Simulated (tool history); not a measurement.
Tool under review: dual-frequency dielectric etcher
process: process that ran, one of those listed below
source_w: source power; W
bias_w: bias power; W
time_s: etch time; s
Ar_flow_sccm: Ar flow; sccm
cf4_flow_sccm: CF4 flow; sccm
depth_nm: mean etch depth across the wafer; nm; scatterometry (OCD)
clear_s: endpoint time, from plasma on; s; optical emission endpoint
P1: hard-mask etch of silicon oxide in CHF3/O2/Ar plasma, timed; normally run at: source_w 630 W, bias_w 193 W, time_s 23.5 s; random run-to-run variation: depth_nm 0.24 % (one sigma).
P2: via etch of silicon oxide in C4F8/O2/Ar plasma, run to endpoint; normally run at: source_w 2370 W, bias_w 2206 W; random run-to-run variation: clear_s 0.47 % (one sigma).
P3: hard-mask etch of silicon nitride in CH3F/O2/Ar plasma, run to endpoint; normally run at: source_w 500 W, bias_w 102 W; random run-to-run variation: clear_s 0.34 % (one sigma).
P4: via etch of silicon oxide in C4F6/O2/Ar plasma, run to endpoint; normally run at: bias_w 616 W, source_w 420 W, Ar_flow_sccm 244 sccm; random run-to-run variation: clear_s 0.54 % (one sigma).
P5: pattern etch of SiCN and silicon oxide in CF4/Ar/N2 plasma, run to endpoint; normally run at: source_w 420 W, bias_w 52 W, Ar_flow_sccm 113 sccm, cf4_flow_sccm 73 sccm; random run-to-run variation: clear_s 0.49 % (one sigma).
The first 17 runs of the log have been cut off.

run	hour	process	source_w	bias_w	time_s	Ar_flow_sccm	cf4_flow_sccm	depth_nm	clear_s
18	127.7	P2	2370	2206					202.32
19	137.4	P5	420	52		72	73		19.246
20	146.2	P4	420	616		244			26.249
21	152.8	P3	500	102					37.041
22	158.7	P1	630	193	23.5			46.397	
23	168	P1	630	193	23.5			46.608	
24	176	P4	420	616		342			27.176
25	186.6	P1	380	193	23.5			38.305	
26	192.6	P3	500	136					33.302
27	203.1	P1	820	193	18.5			40.446	
28	212.1	P2	2370	1532					221.59
29	222	P1	630	113	23.5			39.102	
30	228.4	P2	3220	2206					176.64
31	237.4	P1	850	193	23.5			52.054	
32	242.1	P1	630	193	23.5			46.33	
33	250.8	P1	630	193	23.5			46.947	
34	259.1	P1	630	193	23.5			47.016	
35	265.7	P1	630	193	23.5			46.879	
36	272.3	P1	630	193	23.5			47.209	
# hour 281.7: wet clean of the chamber
37	282.4	P1	630	193	23.5			47.26	

Run 38 comes next. What will it give?
38	290.5	P1	630	193	23.5			?	

Run 38 yielded depth_nm 47.112 nm.

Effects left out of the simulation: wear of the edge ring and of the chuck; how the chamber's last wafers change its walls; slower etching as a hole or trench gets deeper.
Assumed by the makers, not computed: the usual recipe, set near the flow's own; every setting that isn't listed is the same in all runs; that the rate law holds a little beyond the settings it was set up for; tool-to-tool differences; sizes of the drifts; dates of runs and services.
